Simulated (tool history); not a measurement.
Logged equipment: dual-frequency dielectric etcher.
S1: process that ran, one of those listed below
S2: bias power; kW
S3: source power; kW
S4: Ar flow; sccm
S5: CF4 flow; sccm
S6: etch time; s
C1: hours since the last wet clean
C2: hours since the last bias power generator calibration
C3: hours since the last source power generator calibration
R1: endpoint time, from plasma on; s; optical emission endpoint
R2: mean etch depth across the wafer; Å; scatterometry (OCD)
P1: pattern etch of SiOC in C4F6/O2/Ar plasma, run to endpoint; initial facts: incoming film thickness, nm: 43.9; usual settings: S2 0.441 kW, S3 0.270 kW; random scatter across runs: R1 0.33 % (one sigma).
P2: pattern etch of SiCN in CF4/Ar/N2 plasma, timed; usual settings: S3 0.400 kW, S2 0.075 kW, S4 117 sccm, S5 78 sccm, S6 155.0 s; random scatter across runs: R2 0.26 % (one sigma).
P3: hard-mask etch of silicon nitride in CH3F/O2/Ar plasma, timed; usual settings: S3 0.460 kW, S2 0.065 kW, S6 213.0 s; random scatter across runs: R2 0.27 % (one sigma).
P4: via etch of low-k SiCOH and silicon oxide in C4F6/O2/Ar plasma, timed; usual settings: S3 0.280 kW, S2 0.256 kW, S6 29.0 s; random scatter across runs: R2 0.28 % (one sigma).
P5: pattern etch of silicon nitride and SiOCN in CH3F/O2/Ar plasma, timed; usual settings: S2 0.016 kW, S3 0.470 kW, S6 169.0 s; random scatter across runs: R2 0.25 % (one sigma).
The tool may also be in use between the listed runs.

run 1 hour=8.2 | S1=P1 S2=0.441 S3=0.270 | C1=60.1 C2=364.8 C3=3507.3 | R1=17.998
run 2 hour=15.2 | S1=P1 S2=0.601 S3=0.380 | C1=67.1 C2=371.8 C3=3514.3 | R1=14.203
run 3 hour=27.7 | S1=P2 S2=0.075 S3=0.400 S4=117 S5=57 S6=155.0 | C1=79.6 C2=384.3 C3=3526.8 | R2=1154.50
run 4 hour=34.6 | S1=P1 S2=0.441 S3=0.270 | C1=86.5 C2=391.2 C3=3533.7 | R1=17.955
run 5 hour=42.6 | S1=P1 S2=0.441 S3=0.270 | C1=94.5 C2=399.2 C3=3541.7 | R1=17.970
run 6 hour=49.4 | S1=P5 S2=0.016 S3=0.640 S6=169.0 | C1=101.3 C2=406.0 C3=3548.5 | R2=243.02
run 7 hour=64.1 | S1=P2 S2=0.075 S3=0.400 S4=138 S5=78 S6=155.0 | C1=116.0 C2=420.7 C3=3563.2 | R2=1182.10
run 8 hour=74.3 | S1=P1 S2=0.441 S3=0.360 | C1=126.2 C2=430.9 C3=3573.4 | R1=16.142
run 9 hour=86.5 | S1=P4 S2=0.256 S3=0.280 S6=29.0 | C1=138.4 C2=443.1 C3=3585.6 | R2=665.13
run 10 hour=98.2 | S1=P1 S2=0.600 S3=0.220 | C1=150.1 C2=454.8 C3=3597.3 | R1=17.197
run 11 hour=105.0 | S1=P3 S2=0.065 S3=0.460 S6=125.0 | C1=156.9 C2=461.6 C3=3604.1 | R2=910.26
run 12 hour=120.1 | S1=P3 S2=0.065 S3=0.290 S6=213.0 | C1=172.0 C2=476.7 C3=3619.2 | R2=1303.20
run 13 hour=127.9 | S1=P5 S2=0.016 S3=0.470 S6=97.5 | C1=179.8 C2=484.5 C3=3627.0 | R2=124.93
run 14 hour=138.8 | S1=P2 S2=0.075 S3=0.400 S4=117 S5=78 S6=85.0 | C1=190.7 C2=495.4 C3=3637.9 | R2=663.94
-- hour=143.4 source power generator calibrated
run 15 hour=152.9 | S1=P5 S2=0.010 S3=0.470 S6=169.0 | C1=204.8 C2=509.5 C3=9.5 | R2=182.58
run 16 hour=164.1 | S1=P4 S2=0.256 S3=0.280 S6=29.0 | C1=216.0 C2=520.7 C3=20.7 | R2=661.31
run 17 hour=177.2 | S1=P2 S2=0.075 S3=0.310 S4=117 S5=78 S6=155.0 | C1=229.1 C2=533.8 C3=33.8 | R2=965.90
run 18 hour=190.7 | S1=P3 S2=0.049 S3=0.460 S6=213.0 | C1=242.6 C2=547.3 C3=47.3 | R2=1418.40
run 19 hour=199.7 | S1=P2 S2=0.075 S3=0.400 S4=117 S5=78 S6=155.0 | C1=251.6 C2=556.3 C3=56.3 | R2=1210.30
run 20 hour=208.4 | S1=P1 S2=0.441 S3=0.160 | C1=260.3 C2=565.0 C3=65.0 | R1=21.820
run 21 hour=215.7 | S1=P1 S2=0.580 S3=0.270 | C1=267.6 C2=572.3 C3=72.3 | R1=16.335
run 22 hour=228.6 | S1=P3 S2=0.065 S3=0.460 S6=213.0 | C1=280.5 C2=585.2 C3=85.2 | R2=1554.50
run 23 hour=243.0 | S1=P5 S2=0.016 S3=0.470 S6=169.0 | C1=294.9 C2=599.6 C3=99.6 | R2=217.26
run 24 hour=256.7 | S1=P4 S2=0.256 S3=0.280 S6=22.5 | C1=308.6 C2=613.3 C3=113.3 | R2=517.26
run 25 hour=269.4 | S1=P4 S2=0.343 S3=0.280 S6=29.0 | C1=321.3 C2=626.0 C3=126.0 | R2=737.60
run 26 hour=276.7 | S1=P2 S2=0.054 S3=0.400 S4=117 S5=78 S6=155.0 | C1=328.6 C2=633.3 C3=133.3 | R2=1077.30
run 27 hour=289.6 | S1=P5 S2=0.016 S3=0.470 S6=169.0 | C1=341.5 C2=646.2 C3=146.2 | R2=217.69
run 28 hour=304.0 | S1=P1 S2=0.313 S3=0.220 | C1=355.9 C2=660.6 C3=160.6 | R1=22.006
run 29 hour=315.4 | S1=P1 S2=0.261 S3=0.270 | C1=367.3 C2=672.0 C3=172.0 | R1=21.754
run 30 hour=322.3 | S1=P4 S2=0.256 S3=0.220 S6=29.0 | C1=374.2 C2=678.9 C3=178.9 | R2=606.80
run 31 hour=334.3 | S1=P1 S2=0.441 S3=0.270 | C1=386.2 C2=690.9 C3=190.9 | R1=18.041
run 32 hour=346.2 | S1=P1 S2=0.441 S3=0.270 | C1=398.1 C2=702.8 C3=202.8 | R1=17.945
run 33 hour=358.4 | S1=P1 S2=0.441 S3=0.270 | C1=410.3 C2=715.0 C3=215.0 | R1=18.037
run 34 hour=365.9 | S1=P1 S2=0.441 S3=0.270 | C1=417.8 C2=722.5 C3=222.5 | R1=18.112
run 35 hour=380.9 | S1=P1 S2=0.441 S3=0.270 | C1=432.8 C2=737.5 C3=237.5 | R1=18.167
-- hour=395.3 wet clean of the chamber
run 36 hour=396.0 | S1=P1 S2=0.441 S3=0.270 | C1=0.7 C2=752.6 C3=252.6 | R1=18.267
run 37 hour=402.6 | S1=P1 S2=0.441 S3=0.270 | C1=7.3 C2=759.2 C3=259.2 | R1=18.138
run 38 hour=416.3 | S1=P1 S2=0.441 S3=0.270 | C1=21.0 C2=772.9 C3=272.9 | R1=18.200
run 39 hour=425.1 | S1=P1 S2=0.441 S3=0.270 | C1=29.8 C2=781.7 C3=281.7 | R1=18.335
run 40 hour=434.3 | S1=P1 S2=0.441 S3=0.270 | C1=39.0 C2=790.9 C3=290.9 | R1=18.300

The log shows P1 creeping away from where it was. Any of the 2 causes listed here, at the size stated for it, fits the log just as well as the others:
A: source power that arrives under what is set, % = 4.8
B: bias power that arrives under what is set, % = 4.75
The process output started creeping at around hour 346.2.
Every other cause this tool's parts could produce, and why it does not fit the log:
chamber walls in a state that lowers the etch rate, %: was serviced at hour 395.3, once the creep was under way, yet the earlier output never came back

Of the 4 check runs listed below, each run on one wafer and each result written as a question mark, which would let you distinguish the listed causes because they would give clearly different results?
run check 1 hour=443.5 | S1=P5 S2=0.016 S3=0.470 S6=169.0 | R2=?
run check 2 hour=443.5 | S1=P2 S2=0.075 S3=0.400 S4=117 S5=78 S6=155.0 | R2=?
run check 3 hour=443.5 | S1=P4 S2=0.256 S3=0.280 S6=29.0 | R2=?
run check 4 hour=443.5 | S1=P3 S2=0.065 S3=0.460 S6=213.0 | R2=?

Expected result of each check under each candidate cause:
check=check_1 result=R2 if_A=213.48 if_B=213.06
check=check_2 result=R2 if_A=1158.90 if_B=1189.30
check=check_3 result=R2 if_A=651.81 if_B=653.00
check=check_4 result=R2 if_A=1520.10 if_B=1524.40
Minimum pairwise separation of causes per check, each pair taken at its best-separating result: check 1 0.2 %; check 2 2.59 %; check 3 0.18 %; check 4 0.28 %
Check 2 distinguishes between the causes, while the remaining checks would return nearly the same result for all of them.

Check 2 was carried out, with these results: R2 1159.40 Å. Which of the listed causes is responsible?

The correct cause is A, namely: source power that arrives under what is set, %.

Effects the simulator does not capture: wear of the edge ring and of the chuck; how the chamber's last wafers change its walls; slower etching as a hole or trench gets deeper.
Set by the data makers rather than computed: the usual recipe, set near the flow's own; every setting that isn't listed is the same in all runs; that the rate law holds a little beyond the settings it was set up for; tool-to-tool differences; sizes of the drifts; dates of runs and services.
